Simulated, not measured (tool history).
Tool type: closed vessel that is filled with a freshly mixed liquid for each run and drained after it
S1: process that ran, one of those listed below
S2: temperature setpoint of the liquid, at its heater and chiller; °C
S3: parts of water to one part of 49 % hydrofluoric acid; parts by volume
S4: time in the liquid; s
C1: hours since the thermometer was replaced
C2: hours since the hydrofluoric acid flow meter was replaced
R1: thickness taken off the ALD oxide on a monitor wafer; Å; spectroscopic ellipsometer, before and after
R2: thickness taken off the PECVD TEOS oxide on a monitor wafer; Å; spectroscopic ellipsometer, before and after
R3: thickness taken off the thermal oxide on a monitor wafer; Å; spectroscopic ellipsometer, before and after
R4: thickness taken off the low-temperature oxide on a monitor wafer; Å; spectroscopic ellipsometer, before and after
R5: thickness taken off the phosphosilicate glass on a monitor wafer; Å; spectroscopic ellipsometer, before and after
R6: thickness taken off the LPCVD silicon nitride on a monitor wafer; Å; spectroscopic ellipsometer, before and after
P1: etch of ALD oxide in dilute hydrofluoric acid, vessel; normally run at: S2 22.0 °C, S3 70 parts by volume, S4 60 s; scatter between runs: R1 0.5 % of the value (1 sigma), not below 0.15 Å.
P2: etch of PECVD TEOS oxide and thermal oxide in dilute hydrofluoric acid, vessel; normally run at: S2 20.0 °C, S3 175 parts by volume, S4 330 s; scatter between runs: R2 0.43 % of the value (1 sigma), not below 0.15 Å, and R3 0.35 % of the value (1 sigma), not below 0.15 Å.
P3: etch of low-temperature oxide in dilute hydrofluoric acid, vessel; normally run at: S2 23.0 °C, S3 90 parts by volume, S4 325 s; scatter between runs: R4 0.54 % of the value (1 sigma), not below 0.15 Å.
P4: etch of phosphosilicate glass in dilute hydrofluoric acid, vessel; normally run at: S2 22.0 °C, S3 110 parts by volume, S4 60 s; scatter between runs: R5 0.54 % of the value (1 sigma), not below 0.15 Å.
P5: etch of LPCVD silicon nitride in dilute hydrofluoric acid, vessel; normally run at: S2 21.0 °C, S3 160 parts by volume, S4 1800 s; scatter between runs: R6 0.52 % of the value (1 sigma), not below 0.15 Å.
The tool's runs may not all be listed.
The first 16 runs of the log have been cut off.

{"run": 17, "hour": 62.1, "S1": "P1", "S2": 22.0, "S3": 25, "S4": 105, "C1": 621.5, "C2": 218.9, "R1": 949.8}
{"run": 18, "hour": 66.9, "S1": "P5", "S2": 21.0, "S3": 160, "S4": 3470, "C1": 626.3, "C2": 223.7, "R6": 84.934}
{"run": 19, "hour": 70.8, "S1": "P3", "S2": 23.0, "S3": 90, "S4": 325, "C1": 630.2, "C2": 227.6, "R4": 462.22}
{"run": 20, "hour": 73.6, "S1": "P1", "S2": 30.0, "S3": 70, "S4": 60, "C1": 633.0, "C2": 230.4, "R1": 251.49}
{"run": 21, "hour": 78.3, "S1": "P1", "S2": 22.0, "S3": 105, "S4": 60, "C1": 637.7, "C2": 235.1, "R1": 117.05}
{"run": 22, "hour": 80.7, "S1": "P5", "S2": 21.0, "S3": 160, "S4": 1800, "C1": 640.1, "C2": 237.5, "R6": 44.375}
{"run": 23, "hour": 84.7, "S1": "P4", "S2": 26.5, "S3": 110, "S4": 60, "C1": 644.1, "C2": 241.5, "R5": 1173.1}
{"run": 24, "hour": 88.1, "S1": "P3", "S2": 23.0, "S3": 135, "S4": 325, "C1": 647.5, "C2": 244.9, "R4": 289.18}
{"hour": 91.4, "done": "hydrofluoric acid flow meter replaced"}
{"run": 25, "hour": 91.5, "S1": "P5", "S2": 17.0, "S3": 160, "S4": 1800, "C1": 650.9, "C2": 0.1, "R6": 33.54}
{"run": 26, "hour": 94.6, "S1": "P4", "S2": 22.0, "S3": 110, "S4": 115, "C1": 654.0, "C2": 3.2, "R5": 1887.2}
{"run": 27, "hour": 97.6, "S1": "P5", "S2": 21.0, "S3": 90, "S4": 1800, "C1": 657.0, "C2": 6.2, "R6": 78.959}
{"run": 28, "hour": 100.2, "S1": "P1", "S2": 22.0, "S3": 70, "S4": 60, "C1": 659.6, "C2": 8.8, "R1": 183.1}
{"run": 29, "hour": 103.9, "S1": "P1", "S2": 22.0, "S3": 70, "S4": 60, "C1": 663.3, "C2": 12.5, "R1": 182.03}
{"run": 30, "hour": 106.2, "S1": "P5", "S2": 21.0, "S3": 160, "S4": 1800, "C1": 665.6, "C2": 14.8, "R6": 44.545}
{"run": 31, "hour": 108.6, "S1": "P1", "S2": 22.0, "S3": 70, "S4": 60, "C1": 668.0, "C2": 17.2, "R1": 181.87}

For run 32, what comes out?
{"run": 32, "hour": 111.1, "S1": "P1", "S2": 22.0, "S3": 70, "S4": 60, "C1": 670.5, "C2": 19.7, "R1": "?"}

Run 32 came out at R1 178.710 Å.
